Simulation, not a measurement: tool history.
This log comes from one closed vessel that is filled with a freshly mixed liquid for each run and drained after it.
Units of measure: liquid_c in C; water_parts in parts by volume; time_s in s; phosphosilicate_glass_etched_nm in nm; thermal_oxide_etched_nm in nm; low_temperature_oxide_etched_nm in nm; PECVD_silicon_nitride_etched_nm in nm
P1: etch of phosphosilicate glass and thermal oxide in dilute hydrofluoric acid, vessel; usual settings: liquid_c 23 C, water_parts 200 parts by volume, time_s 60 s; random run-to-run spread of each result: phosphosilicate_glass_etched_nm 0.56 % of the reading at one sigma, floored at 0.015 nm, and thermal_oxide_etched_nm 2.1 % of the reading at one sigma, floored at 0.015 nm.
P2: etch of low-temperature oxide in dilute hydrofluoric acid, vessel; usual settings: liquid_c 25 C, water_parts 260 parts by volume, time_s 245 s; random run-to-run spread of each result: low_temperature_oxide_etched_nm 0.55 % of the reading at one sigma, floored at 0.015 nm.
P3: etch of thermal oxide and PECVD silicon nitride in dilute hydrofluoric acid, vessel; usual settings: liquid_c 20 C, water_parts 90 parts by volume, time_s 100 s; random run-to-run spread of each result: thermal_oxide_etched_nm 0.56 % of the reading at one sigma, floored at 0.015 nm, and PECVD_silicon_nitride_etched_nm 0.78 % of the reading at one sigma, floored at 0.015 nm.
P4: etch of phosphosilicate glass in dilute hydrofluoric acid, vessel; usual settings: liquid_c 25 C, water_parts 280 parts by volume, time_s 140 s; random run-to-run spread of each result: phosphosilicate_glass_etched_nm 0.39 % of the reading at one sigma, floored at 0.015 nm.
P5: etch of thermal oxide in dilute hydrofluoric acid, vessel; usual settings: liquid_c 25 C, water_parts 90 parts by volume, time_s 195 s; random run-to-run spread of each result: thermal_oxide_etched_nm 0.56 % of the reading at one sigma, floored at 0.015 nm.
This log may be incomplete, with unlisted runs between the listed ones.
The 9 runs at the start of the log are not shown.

| run | hour | process | liquid_c | water_parts | time_s | hours since the thermometer was replaced | hours since the hydrofluoric acid flow meter was replaced | phosphosilicate_glass_etched_nm | thermal_oxide_etched_nm | low_temperature_oxide_etched_nm | PECVD_silicon_nitride_etched_nm |
|---|---|---|---|---|---|---|---|---|---|---|---|
| 10 | 132 | P1 | 31.5 | 200 | 60 | 1049.3 | 360.5 | 66.709 | 1.6639 |  |  |
| 11 | 141.2 | P3 | 20 | 90 | 100 | 1058.5 | 369.7 |  | 4.3796 |  | 3.3377 |
| 12 | 153 | P4 | 25 | 280 | 140 | 1070.3 | 381.5 | 24.993 |  |  |  |
|  | 160 | hydrofluoric acid flow meter replaced |
| 13 | 167.8 | P1 | 19.5 | 200 | 110 | 1085.1 | 7.9 | 78.626 | 1.9891 |  |  |
| 14 | 182.7 | P1 | 23 | 200 | 60 | 1100 | 22.8 | 49.42 | 1.2766 |  |  |
| 15 | 194.3 | P2 | 25 | 260 | 245 | 1111.6 | 34.4 |  |  | 15.256 |  |
| 16 | 208.3 | P1 | 17 | 200 | 60 | 1125.6 | 48.4 | 39.053 | 0.9913 |  |  |
| 17 | 222.8 | P5 | 25 | 90 | 195 | 1140.1 | 62.9 |  | 10.578 |  |  |
| 18 | 230.2 | P1 | 23 | 200 | 60 | 1147.5 | 70.3 | 49.401 | 1.2575 |  |  |
| 19 | 243.8 | P2 | 25 | 260 | 80 | 1161.1 | 83.9 |  |  | 4.9507 |  |
| 20 | 252.1 | P4 | 20.5 | 280 | 140 | 1169.4 | 92.2 | 21.331 |  |  |  |
| 21 | 267 | P1 | 23 | 105 | 60 | 1184.3 | 107.1 | 104.31 | 2.6773 |  |  |
| 22 | 277.9 | P2 | 20 | 260 | 245 | 1195.2 | 118 |  |  | 12.729 |  |
| 23 | 290.3 | P3 | 17 | 90 | 100 | 1207.6 | 130.4 |  | 3.8814 |  | 2.7533 |
| 24 | 303.5 | P4 | 25 | 280 | 140 | 1220.8 | 143.6 | 24.798 |  |  |  |
| 25 | 320 | P5 | 25 | 90 | 195 | 1237.3 | 160.1 |  | 10.518 |  |  |
| 26 | 332.9 | P3 | 20 | 90 | 35 | 1250.2 | 173 |  | 1.5324 |  | 1.1664 |
| 27 | 345.7 | P1 | 23 | 200 | 60 | 1263 | 185.8 | 49.106 | 1.2778 |  |  |
| 28 | 353 | P1 | 23 | 200 | 30 | 1270.3 | 193.1 | 24.65 | 0.60808 |  |  |
| 29 | 368.7 | P5 | 25 | 90 | 280 | 1286 | 208.8 |  | 15.224 |  |  |
| 30 | 383 | P4 | 25 | 280 | 40 | 1300.3 | 223.1 | 7.0895 |  |  |  |
| 31 | 396.8 | P1 | 23 | 200 | 60 | 1314.1 | 236.9 | 49.315 | 1.1844 |  |  |
| 32 | 412.9 | P1 | 23 | 200 | 60 | 1330.2 | 253 | 51.079 | 1.2765 |  |  |
| 33 | 428.7 | P1 | 23 | 200 | 60 | 1346 | 268.8 | 51.391 | 1.2842 |  |  |
| 34 | 445.1 | P1 | 23 | 200 | 60 | 1362.4 | 285.2 | 51.973 | 1.3035 |  |  |

The next listed run, before its measurement:
| 35 | 453.8 | P1 | 23 | 200 | 60 | 1371.1 | 293.9 | ? | ? |  |  |

{"run 35": {"phosphosilicate_glass_etched_nm": 52.118, "thermal_oxide_etched_nm": 1.266}}
